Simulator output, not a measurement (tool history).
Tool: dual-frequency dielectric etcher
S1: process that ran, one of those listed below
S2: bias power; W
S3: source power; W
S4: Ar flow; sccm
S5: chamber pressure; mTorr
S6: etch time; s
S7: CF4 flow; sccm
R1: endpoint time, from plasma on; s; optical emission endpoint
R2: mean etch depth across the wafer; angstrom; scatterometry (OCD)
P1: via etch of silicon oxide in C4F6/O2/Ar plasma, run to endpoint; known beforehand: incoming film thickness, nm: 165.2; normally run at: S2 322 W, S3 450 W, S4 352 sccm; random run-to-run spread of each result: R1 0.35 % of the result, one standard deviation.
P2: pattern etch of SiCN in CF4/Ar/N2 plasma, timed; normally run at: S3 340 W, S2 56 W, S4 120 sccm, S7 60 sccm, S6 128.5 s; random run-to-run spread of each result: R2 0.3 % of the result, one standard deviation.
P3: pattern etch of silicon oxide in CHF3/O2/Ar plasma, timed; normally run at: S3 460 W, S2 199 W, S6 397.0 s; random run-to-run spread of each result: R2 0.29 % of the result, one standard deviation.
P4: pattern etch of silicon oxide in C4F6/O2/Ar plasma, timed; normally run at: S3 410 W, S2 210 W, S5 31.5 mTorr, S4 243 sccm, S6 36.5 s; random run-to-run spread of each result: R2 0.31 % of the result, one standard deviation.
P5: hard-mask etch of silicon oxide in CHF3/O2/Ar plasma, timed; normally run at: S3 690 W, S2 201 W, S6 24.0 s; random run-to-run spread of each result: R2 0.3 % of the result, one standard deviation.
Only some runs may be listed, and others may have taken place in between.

run	hour	S1	S2	S3	S4	S5	S6	S7	R1	R2
1	9.7	P1	322	450	352				40.802	
2	20.2	P4	210	410	243	31.5	51.5			1718.90
3	29.6	P1	322	450	352				40.839	
4	40.5	P4	210	510	243	31.5	36.5			1324.80
5	49.1	P3	199	550			397.0			7666.50
6	59.3	P2	56	250	120		128.5	60		554.92
7	69.2	P2	40	340	120		128.5	60		648.52
8	74.8	P1	322	350	248				43.074	
9	81.6	P4	210	410	243	38.0	36.5			1190.40
10	87.5	P1	322	580	352				37.268	
11	98.5	P1	432	450	352				36.697	
12	106.2	P2	56	340	120		128.5	47		695.96
13	117.1	P4	210	410	243	31.5	36.5			1221.20
14	126.0	P3	199	460			397.0			7139.30
15	135.7	P5	201	690			24.0			515.87
# hour 136.2: Ar flow controller replaced
16	145.5	P2	56	340	120		128.5	60		726.96
17	154.7	P1	322	450	352				40.766	
18	161.7	P2	56	340	80		128.5	60		779.17
19	167.4	P2	56	340	120		128.5	60		729.28
20	174.0	P5	157	690			24.0			473.04
21	181.1	P1	322	450	352				40.821	
22	189.8	P3	241	460			397.0			7576.30
23	197.8	P4	134	410	243	31.5	36.5			1057.60
24	205.1	P5	201	690			18.0			387.19
25	215.0	P5	201	430			24.0			432.32
26	221.7	P1	322	450	479				42.328	
27	228.8	P1	322	280	352				49.017	
28	237.8	P1	322	450	243				39.096	
29	242.8	P1	322	450	352				40.612	
30	250.0	P1	322	350	435				45.805	
31	261.4	P3	199	460			572.5			10295.00
32	266.3	P4	210	410	196	31.5	36.5			1261.70
33	272.0	P2	56	340	120		182.0	60		1022.50
34	279.4	P1	322	540	481				39.616	
35	285.3	P1	262	450	352				43.985	
36	292.3	P1	322	450	352				40.657	
37	301.9	P1	322	450	352				41.187	
38	311.4	P1	322	450	352				41.431	
39	322.5	P1	322	450	352				41.209	
# hour 322.9: wet clean of the chamber
40	331.5	P1	322	450	352				41.384	
41	342.6	P1	322	450	352				41.161	
42	349.7	P1	322	450	352				41.511	
43	355.8	P1	322	450	352				41.670	

Something has made what P1 gives creep away from where it was; the 2 causes below, each at its own stated size, fit the log equally well:
A: source power that arrives under what is set, % = 4.46
B: bias power that arrives under what is set, % = 4.87
At approximately hour 292.3, the process output began to creep.
Other possible causes, and why each is ruled out:
chamber walls in a state that lowers the etch rate, %: serviced at hour 322.9, which brought nothing back
Ar flow that arrives over what is set, %: 8 at the very most, moving R1 by +0.9 %, which is either too weak or the wrong sign

Listed below are the offered check runs, one wafer per run, with question marks in place of results. For which of them would the causes give clearly different outcomes?
check 1	361.9	P3	199	460			397.0			?
check 2	361.9	P4	210	410	243	31.5	36.5			?
check 3	361.9	P2	56	340	120		128.5	60		?
check 4	361.9	P5	201	690			24.0			?

If the cause were each of the candidates in turn, the checks would give the following:
check	result	if A	if B
check 1	R2	7003.00	7002.40
check 2	R2	1201.10	1202.90
check 3	R2	698.75	714.51
check 4	R2	506.22	506.46
Per-check spread between the two closest causes, in the result where they differ most: check 1 0.01 %; check 2 0.14 %; check 3 2.23 %; check 4 0.05 %
The causes can be told apart only by check 3. The other checks would give nearly the same results under each of them.

The results of check 3 are: R2 700.31 angstrom. Based on these, which of the listed causes is it?

Of the candidate causes, it is A: source power that arrives under what is set, %.

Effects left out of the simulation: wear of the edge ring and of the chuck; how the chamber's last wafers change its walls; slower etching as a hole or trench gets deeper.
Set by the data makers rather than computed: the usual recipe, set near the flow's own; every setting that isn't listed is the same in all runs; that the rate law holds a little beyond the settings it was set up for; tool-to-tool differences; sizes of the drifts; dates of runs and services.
